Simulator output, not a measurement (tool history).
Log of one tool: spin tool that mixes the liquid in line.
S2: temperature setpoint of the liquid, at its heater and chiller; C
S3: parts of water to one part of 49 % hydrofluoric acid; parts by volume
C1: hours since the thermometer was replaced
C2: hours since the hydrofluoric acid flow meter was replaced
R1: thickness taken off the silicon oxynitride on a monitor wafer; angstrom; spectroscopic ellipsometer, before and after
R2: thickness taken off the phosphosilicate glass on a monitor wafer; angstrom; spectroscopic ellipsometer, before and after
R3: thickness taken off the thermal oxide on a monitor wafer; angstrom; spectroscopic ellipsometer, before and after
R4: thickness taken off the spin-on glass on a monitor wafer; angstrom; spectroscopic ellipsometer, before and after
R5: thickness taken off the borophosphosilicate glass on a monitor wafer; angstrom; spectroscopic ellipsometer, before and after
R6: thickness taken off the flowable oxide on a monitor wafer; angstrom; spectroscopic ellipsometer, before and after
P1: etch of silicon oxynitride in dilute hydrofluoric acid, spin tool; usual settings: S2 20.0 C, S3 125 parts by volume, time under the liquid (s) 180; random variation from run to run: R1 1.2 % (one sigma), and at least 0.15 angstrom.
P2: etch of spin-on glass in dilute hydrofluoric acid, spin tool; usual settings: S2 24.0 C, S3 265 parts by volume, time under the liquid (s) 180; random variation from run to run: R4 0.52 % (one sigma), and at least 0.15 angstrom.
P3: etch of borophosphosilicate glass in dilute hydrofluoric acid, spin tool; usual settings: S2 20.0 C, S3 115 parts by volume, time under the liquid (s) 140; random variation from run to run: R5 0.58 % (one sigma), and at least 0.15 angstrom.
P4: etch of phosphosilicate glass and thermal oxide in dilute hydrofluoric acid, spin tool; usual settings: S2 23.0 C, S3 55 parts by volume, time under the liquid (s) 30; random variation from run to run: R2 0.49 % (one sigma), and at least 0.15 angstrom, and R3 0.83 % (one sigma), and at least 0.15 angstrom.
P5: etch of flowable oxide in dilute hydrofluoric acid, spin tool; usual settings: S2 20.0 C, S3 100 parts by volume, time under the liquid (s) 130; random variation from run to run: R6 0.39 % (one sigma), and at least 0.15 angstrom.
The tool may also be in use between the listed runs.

run 1 hour=8.6 | process_that_ran=P1 S2=20.0 S3=125 time_under_the_liquid_(s)=180 | C1=477.2 C2=392.5 | R1=22.6230
run 2 hour=26.2 | process_that_ran=P4 S2=17.0 S3=55 time_under_the_liquid_(s)=30 | C1=494.8 C2=410.1 | R2=441.83 R3=19.819
run 3 hour=41.4 | process_that_ran=P2 S2=18.5 S3=265 time_under_the_liquid_(s)=180 | C1=510.0 C2=425.3 | R4=186.95
run 4 hour=50.1 | process_that_ran=P3 S2=20.0 S3=115 time_under_the_liquid_(s)=140 | C1=518.7 C2=434.0 | R5=567.11
run 5 hour=67.5 | process_that_ran=P1 S2=20.0 S3=180 time_under_the_liquid_(s)=55 | C1=536.1 C2=451.4 | R1=4.3757
run 6 hour=80.2 | process_that_ran=P2 S2=24.0 S3=265 time_under_the_liquid_(s)=180 | C1=548.8 C2=464.1 | R4=229.31
run 7 hour=94.9 | process_that_ran=P3 S2=17.0 S3=115 time_under_the_liquid_(s)=140 | C1=563.5 C2=478.8 | R5=500.83
run 8 hour=106.5 | process_that_ran=P5 S2=20.0 S3=20 time_under_the_liquid_(s)=130 | C1=575.1 C2=490.4 | R6=3291.200
run 9 hour=121.8 | process_that_ran=P1 S2=20.0 S3=125 time_under_the_liquid_(s)=180 | C1=590.4 C2=505.7 | R1=22.1850
run 10 hour=130.4 | process_that_ran=P1 S2=20.0 S3=70 time_under_the_liquid_(s)=180 | C1=599.0 C2=514.3 | R1=40.5810
run 11 hour=142.5 | process_that_ran=P1 S2=20.0 S3=125 time_under_the_liquid_(s)=180 | C1=611.1 C2=526.4 | R1=22.4950
run 12 hour=158.4 | process_that_ran=P4 S2=23.0 S3=55 time_under_the_liquid_(s)=30 | C1=627.0 C2=542.3 | R2=570.68 R3=25.682
run 13 hour=167.1 | process_that_ran=P2 S2=24.0 S3=410 time_under_the_liquid_(s)=180 | C1=635.7 C2=551.0 | R4=128.47
run 14 hour=179.6 | process_that_ran=P1 S2=20.0 S3=200 time_under_the_liquid_(s)=180 | C1=648.2 C2=563.5 | R1=13.6260
run 15 hour=188.7 | process_that_ran=P5 S2=20.0 S3=100 time_under_the_liquid_(s)=130 | C1=657.3 C2=572.6 | R6=600.420
-- hour=189.8 thermometer replaced
run 16 hour=206.5 | process_that_ran=P1 S2=20.0 S3=125 time_under_the_liquid_(s)=180 | C1=16.8 C2=590.4 | R1=22.1490
run 17 hour=221.7 | process_that_ran=P3 S2=20.0 S3=20 time_under_the_liquid_(s)=140 | C1=32.0 C2=605.6 | R5=3626.20
run 18 hour=236.1 | process_that_ran=P1 S2=17.0 S3=125 time_under_the_liquid_(s)=180 | C1=46.4 C2=620.0 | R1=18.4450
run 19 hour=250.9 | process_that_ran=P5 S2=20.0 S3=100 time_under_the_liquid_(s)=15 | C1=61.2 C2=634.8 | R6=68.979
run 20 hour=263.2 | process_that_ran=P3 S2=20.0 S3=115 time_under_the_liquid_(s)=140 | C1=73.5 C2=647.1 | R5=566.21
run 21 hour=275.5 | process_that_ran=P2 S2=24.0 S3=265 time_under_the_liquid_(s)=340 | C1=85.8 C2=659.4 | R4=437.30
run 22 hour=286.2 | process_that_ran=P1 S2=20.0 S3=125 time_under_the_liquid_(s)=310 | C1=96.5 C2=670.1 | R1=37.7540
run 23 hour=294.0 | process_that_ran=P1 S2=20.0 S3=125 time_under_the_liquid_(s)=180 | C1=104.3 C2=677.9 | R1=21.8510
run 24 hour=309.6 | process_that_ran=P1 S2=20.0 S3=125 time_under_the_liquid_(s)=180 | C1=119.9 C2=693.5 | R1=22.4930
run 25 hour=327.2 | process_that_ran=P1 S2=27.5 S3=125 time_under_the_liquid_(s)=180 | C1=137.5 C2=711.1 | R1=30.9770
run 26 hour=336.2 | process_that_ran=P5 S2=25.0 S3=100 time_under_the_liquid_(s)=130 | C1=146.5 C2=720.1 | R6=738.560
run 27 hour=346.5 | process_that_ran=P3 S2=20.0 S3=115 time_under_the_liquid_(s)=215 | C1=156.8 C2=730.4 | R5=868.02
run 28 hour=361.7 | process_that_ran=P2 S2=24.0 S3=265 time_under_the_liquid_(s)=180 | C1=172.0 C2=745.6 | R4=230.53
run 29 hour=370.7 | process_that_ran=P4 S2=23.0 S3=20 time_under_the_liquid_(s)=30 | C1=181.0 C2=754.6 | R2=1635.10 R3=74.048
run 30 hour=386.0 | process_that_ran=P4 S2=23.0 S3=55 time_under_the_liquid_(s)=15 | C1=196.3 C2=769.9 | R2=283.14 R3=12.716
run 31 hour=402.7 | process_that_ran=P1 S2=20.0 S3=125 time_under_the_liquid_(s)=15 | C1=213.0 C2=786.6 | R1=2.2095
run 32 hour=412.9 | process_that_ran=P1 S2=20.0 S3=125 time_under_the_liquid_(s)=180 | C1=223.2 C2=796.8 | R1=22.1230
run 33 hour=427.2 | process_that_ran=P1 S2=20.0 S3=125 time_under_the_liquid_(s)=180 | C1=237.5 C2=811.1 | R1=20.9090

Run 34 comes next. What will it give?
run 34 hour=444.8 | process_that_ran=P1 S2=20.0 S3=125 time_under_the_liquid_(s)=180 | C1=255.1 C2=828.7 | R1=?

R1: 20.3220 angstrom
